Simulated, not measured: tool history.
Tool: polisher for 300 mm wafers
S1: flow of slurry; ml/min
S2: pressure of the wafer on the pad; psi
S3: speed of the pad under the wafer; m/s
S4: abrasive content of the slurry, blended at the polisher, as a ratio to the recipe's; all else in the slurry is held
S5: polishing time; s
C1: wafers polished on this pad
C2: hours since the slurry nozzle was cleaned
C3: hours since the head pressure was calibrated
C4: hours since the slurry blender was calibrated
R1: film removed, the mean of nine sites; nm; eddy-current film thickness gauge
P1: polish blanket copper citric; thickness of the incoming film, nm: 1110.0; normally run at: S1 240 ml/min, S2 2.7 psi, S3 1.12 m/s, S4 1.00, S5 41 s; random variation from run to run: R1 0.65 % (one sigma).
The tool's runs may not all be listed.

| run | hour | S1 | S2 | S3 | S4 | S5 | C1 | C2 | C3 | C4 | R1 |
|---|---|---|---|---|---|---|---|---|---|---|---|
| 1 | 12.7 | 240 | 2.7 | 1.12 | 1.00 | 41 | 581 | 425.0 | 465.8 | 185.2 | 98.966 |
| 2 | 25.2 | 240 | 2.7 | 1.12 | 1.00 | 63 | 729 | 437.5 | 478.3 | 197.7 | 152.970 |
| 3 | 32.4 | 240 | 2.7 | 1.12 | 0.75 | 41 | 814 | 444.7 | 485.5 | 204.9 | 93.086 |
| 4 | 47.0 | 240 | 3.8 | 1.12 | 1.00 | 54 | 986 | 459.3 | 500.1 | 219.5 | 182.870 |
| 5 | 55.6 | 240 | 1.5 | 1.12 | 1.00 | 41 | 1087 | 467.9 | 508.7 | 228.1 | 56.569 |
| 6 | 69.0 | 240 | 2.7 | 1.12 | 1.00 | 41 | 1245 | 481.3 | 522.1 | 241.5 | 100.380 |
| 7 | 78.7 | 240 | 2.7 | 1.12 | 1.00 | 22 | 1360 | 491.0 | 531.8 | 251.2 | 52.961 |
| 8 | 85.8 | 240 | 2.1 | 1.12 | 1.00 | 51 | 1444 | 498.1 | 538.9 | 258.3 | 96.109 |
| 9 | 95.7 | 240 | 2.7 | 1.12 | 1.00 | 41 | 1560 | 508.0 | 548.8 | 268.2 | 99.638 |
| 10 | 104.5 | 240 | 2.7 | 1.12 | 1.00 | 41 | 1664 | 516.8 | 557.6 | 277.0 | 99.855 |
| 11 | 115.7 | 240 | 2.7 | 1.68 | 1.00 | 27 | 1796 | 528.0 | 568.8 | 288.2 | 96.424 |
| 12 | 127.6 | 240 | 3.5 | 1.12 | 1.00 | 41 | 1937 | 539.9 | 580.7 | 300.1 | 128.050 |
| 13 | 135.3 | 145 | 2.7 | 1.12 | 1.00 | 41 | 2027 | 547.6 | 588.4 | 307.8 | 92.652 |
| 14 | 150.0 | 240 | 2.7 | 1.12 | 1.00 | 41 | 2201 | 562.3 | 603.1 | 322.5 | 98.453 |
| 15 | 159.4 | 340 | 2.7 | 1.12 | 1.00 | 41 | 2312 | 571.7 | 612.5 | 331.9 | 103.320 |
| 16 | 171.2 | 240 | 2.7 | 1.70 | 1.00 | 41 | 2451 | 583.5 | 624.3 | 343.7 | 149.260 |
| 17 | 182.0 | 240 | 2.7 | 1.12 | 1.00 | 41 | 2578 | 594.3 | 635.1 | 354.5 | 100.060 |
| 18 | 188.6 | 240 | 2.7 | 1.12 | 1.00 | 41 | 2656 | 600.9 | 641.7 | 361.1 | 99.317 |
| 19 | 198.4 | 240 | 2.7 | 1.12 | 1.45 | 41 | 2772 | 610.7 | 651.5 | 370.9 | 108.850 |
| 20 | 207.3 | 240 | 2.7 | 0.50 | 1.00 | 41 | 2877 | 619.6 | 660.4 | 379.8 | 45.638 |
| 21 | 215.2 | 240 | 2.7 | 1.12 | 1.00 | 41 | 2970 | 627.5 | 668.3 | 387.7 | 100.100 |
| 22 | 221.6 | 240 | 2.7 | 1.12 | 1.00 | 41 | 3045 | 633.9 | 674.7 | 394.1 | 98.192 |
| 23 | 228.7 | 240 | 2.7 | 1.12 | 1.00 | 41 | 3129 | 641.0 | 681.8 | 401.2 | 98.233 |
|  | 237.8 | worn pad replaced by a new one |
| 24 | 242.9 | 240 | 2.7 | 1.12 | 1.00 | 41 | 60 | 655.2 | 696.0 | 415.4 | 95.367 |
| 25 | 253.0 | 240 | 2.7 | 1.12 | 1.00 | 41 | 179 | 665.3 | 706.1 | 425.5 | 95.049 |
|  | 260.4 | head pressure recalibrated |
| 26 | 265.1 | 240 | 2.7 | 1.12 | 1.00 | 41 | 322 | 677.4 | 4.7 | 437.6 | 94.834 |
| 27 | 277.0 | 240 | 2.7 | 1.12 | 1.00 | 41 | 463 | 689.3 | 16.6 | 449.5 | 95.025 |

What P1 gives has crept away from where it was. These 2 causes fit the log equally well, each at the size given:
A: slurry flow missing at the pad, % = 31.4
B: abrasive missing from the slurry, % = 21.2
The creep began at about hour 215.2.
Why every other cause is out:
removal rate lost through wear of the pad, %: serviced at hour 237.8, which brought nothing back
head's pressure below its setpoint, %: serviced at hour 260.4, which brought nothing back

4 check runs are offered, each on 3 wafers whose results are averaged, their results left as question marks. Which one tells the causes apart?
| check 1 | 288.9 | 240 | 2.7 | 1.54 | 1.00 | 41 |  |  |  |  | ? |
| check 2 | 288.9 | 240 | 2.7 | 1.52 | 1.00 | 41 |  |  |  |  | ? |
| check 3 | 288.9 | 240 | 1.9 | 1.12 | 1.00 | 56 |  |  |  |  | ? |
| check 4 | 288.9 | 145 | 1.9 | 1.12 | 1.00 | 41 |  |  |  |  | ? |

What each check would give under each cause:
| check | result | if A | if B |
|---|---|---|---|
| check 1 | R1 | 129.330 | 129.340 |
| check 2 | R1 | 127.680 | 127.680 |
| check 3 | R1 | 91.914 | 91.915 |
| check 4 | R1 | 60.802 | 62.638 |
How far apart the two closest causes lie, in the result that separates them most: check 1 0 %; check 2 0 %; check 3 0 %; check 4 2.97 %
Check 4 tells the causes apart: in the others they would give nearly the same result.

Check 4 was then run and gave: R1 62.565 nm. Which cause is it?

It is B: abrasive missing from the slurry, %.
